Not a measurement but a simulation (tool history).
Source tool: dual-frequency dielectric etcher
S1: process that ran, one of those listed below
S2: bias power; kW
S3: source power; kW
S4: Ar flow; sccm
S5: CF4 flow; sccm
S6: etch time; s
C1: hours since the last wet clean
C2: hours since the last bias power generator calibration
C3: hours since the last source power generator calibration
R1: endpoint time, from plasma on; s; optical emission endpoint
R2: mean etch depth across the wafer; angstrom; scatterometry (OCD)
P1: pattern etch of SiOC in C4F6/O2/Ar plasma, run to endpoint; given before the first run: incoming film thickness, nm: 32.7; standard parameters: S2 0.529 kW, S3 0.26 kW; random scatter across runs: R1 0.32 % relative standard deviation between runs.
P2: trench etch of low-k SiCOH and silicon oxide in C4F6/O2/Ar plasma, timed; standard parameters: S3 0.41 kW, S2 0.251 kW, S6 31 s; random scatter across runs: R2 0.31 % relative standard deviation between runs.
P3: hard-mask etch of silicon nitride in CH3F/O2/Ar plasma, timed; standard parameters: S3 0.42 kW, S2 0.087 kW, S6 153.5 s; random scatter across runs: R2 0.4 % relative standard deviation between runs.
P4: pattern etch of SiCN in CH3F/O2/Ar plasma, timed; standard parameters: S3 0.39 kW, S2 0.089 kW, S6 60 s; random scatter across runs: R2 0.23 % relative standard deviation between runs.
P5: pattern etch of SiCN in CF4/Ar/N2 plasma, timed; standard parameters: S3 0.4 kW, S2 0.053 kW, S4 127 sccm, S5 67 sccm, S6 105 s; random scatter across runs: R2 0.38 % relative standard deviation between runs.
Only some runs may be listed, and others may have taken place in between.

| run | hour | S1 | S2 | S3 | S4 | S5 | S6 | C1 | C2 | C3 | R1 | R2 |
|---|---|---|---|---|---|---|---|---|---|---|---|---|
| 1 | 10 | P1 | 0.529 | 0.26 |  |  |  | 312.4 | 1576.1 | 1087.4 | 12.608 |  |
| 2 | 17.9 | P5 | 0.053 | 0.4 | 127 | 67 | 71 | 320.3 | 1584 | 1095.3 |  | 489.14 |
| 3 | 30.5 | P1 | 0.725 | 0.26 |  |  |  | 332.9 | 1596.6 | 1107.9 | 11.083 |  |
| 4 | 40.1 | P1 | 0.529 | 0.26 |  |  |  | 342.5 | 1606.2 | 1117.5 | 12.644 |  |
| 5 | 53.7 | P4 | 0.089 | 0.39 |  |  | 60 | 356.1 | 1619.8 | 1131.1 |  | 232.71 |
| 6 | 67.4 | P1 | 0.732 | 0.17 |  |  |  | 369.8 | 1633.5 | 1144.8 | 12.906 |  |
| 7 | 77.6 | P1 | 0.529 | 0.26 |  |  |  | 380 | 1643.7 | 1155 | 12.683 |  |
| 8 | 90.6 | P5 | 0.053 | 0.4 | 127 | 92 | 105 | 393 | 1656.7 | 1168 |  | 768.15 |
| 9 | 100.7 | P2 | 0.251 | 0.41 |  |  | 31 | 403.1 | 1666.8 | 1178.1 |  | 1061.6 |
| 10 | 109.9 | P2 | 0.251 | 0.27 |  |  | 31 | 412.3 | 1676 | 1187.3 |  | 910.27 |
| 11 | 118.5 | P5 | 0.053 | 0.4 | 127 | 67 | 105 | 420.9 | 1684.6 | 1195.9 |  | 727.22 |
| 12 | 133 | P4 | 0.089 | 0.39 |  |  | 77.5 | 435.4 | 1699.1 | 1210.4 |  | 300.25 |
| 13 | 141.2 | P4 | 0.089 | 0.47 |  |  | 60 | 443.6 | 1707.3 | 1218.6 |  | 249.59 |
| 14 | 156.5 | P1 | 0.529 | 0.36 |  |  |  | 458.9 | 1722.6 | 1233.9 | 11.205 |  |
| 15 | 165.2 | P3 | 0.087 | 0.42 |  |  | 153.5 | 467.6 | 1731.3 | 1242.6 |  | 1175 |
| 16 | 173.6 | P5 | 0.053 | 0.4 | 168 | 67 | 105 | 476 | 1739.7 | 1251 |  | 687.67 |
| 17 | 184.7 | P3 | 0.087 | 0.58 |  |  | 153.5 | 487.1 | 1750.8 | 1262.1 |  | 1324.2 |
| 18 | 191.9 | P4 | 0.063 | 0.39 |  |  | 60 | 494.3 | 1758 | 1269.3 |  | 205.3 |
| 19 | 203.1 | P1 | 0.358 | 0.26 |  |  |  | 505.5 | 1769.2 | 1280.5 | 14.651 |  |
| 20 | 215.4 | P5 | 0.032 | 0.4 | 127 | 67 | 105 | 517.8 | 1781.5 | 1292.8 |  | 610.31 |
| 21 | 230.1 | P3 | 0.057 | 0.42 |  |  | 153.5 | 532.5 | 1796.2 | 1307.5 |  | 1018.3 |
| 22 | 240.6 | P1 | 0.529 | 0.26 |  |  |  | 543 | 1806.7 | 1318 | 12.6 |  |
| 23 | 251.7 | P3 | 0.087 | 0.42 |  |  | 88.5 | 554.1 | 1817.8 | 1329.1 |  | 671.57 |
| 24 | 258.5 | P2 | 0.251 | 0.41 |  |  | 44 | 560.9 | 1824.6 | 1335.9 |  | 1505.3 |
| 25 | 269.7 | P1 | 0.703 | 0.17 |  |  |  | 572.1 | 1835.8 | 1347.1 | 13.126 |  |
| 26 | 283.2 | P4 | 0.089 | 0.39 |  |  | 60 | 585.6 | 1849.3 | 1360.6 |  | 231.93 |
| 27 | 297.1 | P1 | 0.529 | 0.26 |  |  |  | 599.5 | 1863.2 | 1374.5 | 12.675 |  |
| 28 | 305.7 | P5 | 0.053 | 0.53 | 127 | 67 | 105 | 608.1 | 1871.8 | 1383.1 |  | 923.65 |
| 29 | 320.5 | P1 | 0.529 | 0.19 |  |  |  | 622.9 | 1886.6 | 1397.9 | 14.165 |  |
| 30 | 331.5 | P2 | 0.298 | 0.41 |  |  | 31 | 633.9 | 1897.6 | 1408.9 |  | 1119.5 |
| 31 | 340.6 | P2 | 0.251 | 0.41 |  |  | 31 | 643 | 1906.7 | 1418 |  | 1058.3 |
| 32 | 349.2 | P1 | 0.529 | 0.26 |  |  |  | 651.6 | 1915.3 | 1426.6 | 12.577 |  |
| 33 | 364.6 | P1 | 0.529 | 0.26 |  |  |  | 667 | 1930.7 | 1442 | 12.585 |  |
| 34 | 373.2 | P1 | 0.529 | 0.26 |  |  |  | 675.6 | 1939.3 | 1450.6 | 12.621 |  |
| 35 | 380.8 | P1 | 0.529 | 0.26 |  |  |  | 683.2 | 1946.9 | 1458.2 | 12.739 |  |
| 36 | 393.2 | P1 | 0.529 | 0.26 |  |  |  | 695.6 | 1959.3 | 1470.6 | 12.83 |  |
|  | 398.2 | wet clean of the chamber |
| 37 | 405.6 | P1 | 0.529 | 0.26 |  |  |  | 7.4 | 1971.7 | 1483 | 12.844 |  |
| 38 | 417.5 | P1 | 0.529 | 0.26 |  |  |  | 19.3 | 1983.6 | 1494.9 | 12.812 |  |
| 39 | 429.2 | P1 | 0.529 | 0.26 |  |  |  | 31 | 1995.3 | 1506.6 | 12.845 |  |
| 40 | 436.4 | P1 | 0.529 | 0.26 |  |  |  | 38.2 | 2002.5 | 1513.8 | 12.792 |  |
| 41 | 444.9 | P1 | 0.529 | 0.26 |  |  |  | 46.7 | 2011 | 1522.3 | 12.753 |  |
| 42 | 454.2 | P1 | 0.529 | 0.26 |  |  |  | 56 | 2020.3 | 1531.6 | 12.724 |  |

P1 no longer gives what it gave before; its output has crept away from where it was. The following 2 causes, each at its listed size, fit the log equally well:
A: bias power that arrives under what is set, % = 4.03
B: source power that arrives under what is set, % = 4.22
The creep began at about hour 364.6.
Other possible causes, and why each is ruled out:
chamber walls in a state that lowers the etch rate, %: work on it at hour 398.2, done after the drift set in, did not restore what the process gave before

The list below offers 4 check runs, each averaging the results of 2 wafers, and shows each result as a question mark. For which of them would the listed causes give clearly different results?
| check 1 | 463.5 | P2 | 0.251 | 0.28 |  |  | 31 |  |  |  |  | ? |
| check 2 | 463.5 | P5 | 0.053 | 0.52 | 127 | 67 | 105 |  |  |  |  | ? |
| check 3 | 463.5 | P3 | 0.06 | 0.42 |  |  | 113 |  |  |  |  | ? |
| check 4 | 463.5 | P4 | 0.089 | 0.39 |  |  | 73.5 |  |  |  |  | ? |

Check results expected under each cause:
| check | result | if A | if B |
|---|---|---|---|
| check 1 | R2 | 906.09 | 904.12 |
| check 2 | R2 | 898.81 | 877.28 |
| check 3 | R2 | 752.1 | 749.72 |
| check 4 | R2 | 280.28 | 280.04 |
Separation of the two closest causes in each check, using whichever result separates them best: check 1 0.22 %; check 2 2.43 %; check 3 0.32 %; check 4 0.08 %
The other checks would show nearly matching results whichever cause is true, so check 2 is the only one that separates the causes.

Here is what check 2 returned: R2 901.98 angstrom. Which cause is it?

A is the cause: bias power that arrives under what is set, %.

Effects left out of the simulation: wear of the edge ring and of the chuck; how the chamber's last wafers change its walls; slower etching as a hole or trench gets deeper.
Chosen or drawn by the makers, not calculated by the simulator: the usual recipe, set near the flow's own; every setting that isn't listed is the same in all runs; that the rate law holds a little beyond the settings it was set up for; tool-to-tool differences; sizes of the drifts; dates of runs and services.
